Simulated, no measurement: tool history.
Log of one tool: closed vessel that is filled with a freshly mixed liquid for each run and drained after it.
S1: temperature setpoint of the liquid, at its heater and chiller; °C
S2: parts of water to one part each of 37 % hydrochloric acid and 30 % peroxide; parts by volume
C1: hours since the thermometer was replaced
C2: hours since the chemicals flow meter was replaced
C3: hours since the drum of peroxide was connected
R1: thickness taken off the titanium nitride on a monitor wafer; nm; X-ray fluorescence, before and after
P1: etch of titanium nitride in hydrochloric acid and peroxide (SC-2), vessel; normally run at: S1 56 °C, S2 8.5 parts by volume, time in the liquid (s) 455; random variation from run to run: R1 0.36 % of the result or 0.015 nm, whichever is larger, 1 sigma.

run 1 day=0.271 | S1=56 S2=8.5 time_in_the_liquid_(s)=455 | C1=115.3 C2=551.9 C3=243.5 | R1=10.768
run 2 day=0.504 | S1=56 S2=4 time_in_the_liquid_(s)=455 | C1=120.9 C2=557.5 C3=249.1 | R1=18.935
run 3 day=0.712 | S1=56 S2=8.5 time_in_the_liquid_(s)=455 | C1=125.9 C2=562.5 C3=254.1 | R1=10.881
run 4 day=0.996 | S1=56 S2=8.5 time_in_the_liquid_(s)=455 | C1=132.7 C2=569.3 C3=260.9 | R1=10.829
run 5 day=1.258 | S1=56 S2=8.5 time_in_the_liquid_(s)=820 | C1=139 C2=575.6 C3=267.2 | R1=19.421
run 6 day=1.471 | S1=56 S2=8.5 time_in_the_liquid_(s)=455 | C1=144.1 C2=580.7 C3=272.3 | R1=10.835
run 7 day=1.733 | S1=40.5 S2=8.5 time_in_the_liquid_(s)=455 | C1=150.4 C2=587 C3=278.6 | R1=3.8013
run 8 day=1.983 | S1=56 S2=5.5 time_in_the_liquid_(s)=55 | C1=156.4 C2=593 C3=284.6 | R1=1.8384
run 9 day=2.158 | S1=56 S2=8.5 time_in_the_liquid_(s)=30 | C1=160.6 C2=597.2 C3=288.8 | R1=0.6969
run 10 day=2.312 | S1=56 S2=8.5 time_in_the_liquid_(s)=455 | C1=164.3 C2=600.9 C3=292.5 | R1=10.826
run 11 day=2.533 | S1=56 S2=8.5 time_in_the_liquid_(s)=455 | C1=169.6 C2=606.2 C3=297.8 | R1=10.738
run 12 day=2.779 | S1=72 S2=8.5 time_in_the_liquid_(s)=455 | C1=175.5 C2=612.1 C3=303.7 | R1=28.724
run 13 day=2.958 | S1=56 S2=12 time_in_the_liquid_(s)=455 | C1=179.8 C2=616.4 C3=308 | R1=8.0534
run 14 day=3.229 | S1=56 S2=8.5 time_in_the_liquid_(s)=455 | C1=186.3 C2=622.9 C3=314.5 | R1=10.77
run 15 day=3.383 | S1=56 S2=8.5 time_in_the_liquid_(s)=455 | C1=190 C2=626.6 C3=318.2 | R1=10.78
run 16 day=3.621 | S1=56 S2=8.5 time_in_the_liquid_(s)=455 | C1=195.7 C2=632.3 C3=323.9 | R1=11.181
run 17 day=3.888 | S1=56 S2=8.5 time_in_the_liquid_(s)=455 | C1=202.1 C2=638.7 C3=330.3 | R1=11.383

The next listed run, before its measurement:
run 18 day=4.075 | S1=56 S2=8.5 time_in_the_liquid_(s)=455 | C1=206.6 C2=643.2 C3=334.8 | R1=?

R1: 11.581 nm
